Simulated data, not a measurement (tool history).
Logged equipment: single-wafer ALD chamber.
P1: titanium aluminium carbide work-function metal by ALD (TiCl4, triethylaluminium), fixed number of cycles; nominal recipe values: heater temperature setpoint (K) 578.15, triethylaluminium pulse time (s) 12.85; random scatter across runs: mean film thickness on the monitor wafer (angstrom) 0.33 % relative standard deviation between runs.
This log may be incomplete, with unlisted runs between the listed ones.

run    day  heater temperature setpoint (K)  triethylaluminium pulse time (s)  hours since the last thermocouple change  hours since the last triethylaluminium bottle change  mean film thickness on the monitor wafer (angstrom)
  1  0.133                           578.15                             12.85                                    1105.4                                                 167.5                                               20.977
  2  0.288                           556.15                             12.85                                    1109.1                                                 171.2                                               19.027
  3  0.421                           578.15                             12.85                                    1112.3                                                 174.4                                               20.865
  4  0.554                           578.15                             17.47                                    1115.5                                                 177.6                                               21.129
  5  0.733                           578.15                             12.85                                    1119.8                                                 181.9                                               21.112
  6  0.979                           578.15                              5.11                                    1125.7                                                 187.8                                               17.533
     1.117  -- triethylaluminium bottle replaced
  7  1.125                           593.15                             12.85                                    1129.2                                                   0.3                                               22.356
  8  1.371                           600.15                             17.29                                    1135.1                                                   6.2                                               23.173
  9  1.612                           578.15                             12.85                                    1140.9                                                  12.0                                               21.096
 10  1.729                           568.15                              8.41                                    1143.7                                                  14.8                                               19.229
 11  1.933                           578.15                             12.85                                    1148.6                                                  19.7                                               20.975
 12  2.146                           578.15                             12.85                                    1153.7                                                  24.8                                               20.951
 13  2.354                           578.15                             12.85                                    1158.7                                                  29.8                                               21.007
 14  2.521                           578.15                             12.85                                    1162.7                                                  33.8                                               20.781
 15  2.700                           578.15                             12.85                                    1167.0                                                  38.1                                               20.722
 16  2.908                           578.15                             12.85                                    1172.0                                                  43.1                                               20.690

Predict the results of run 17:
 17  3.146                           578.15                             12.85                                    1177.7                                                  48.8                                                    ?

{"run 17": {"mean film thickness on the monitor wafer (angstrom)": 20.467}}
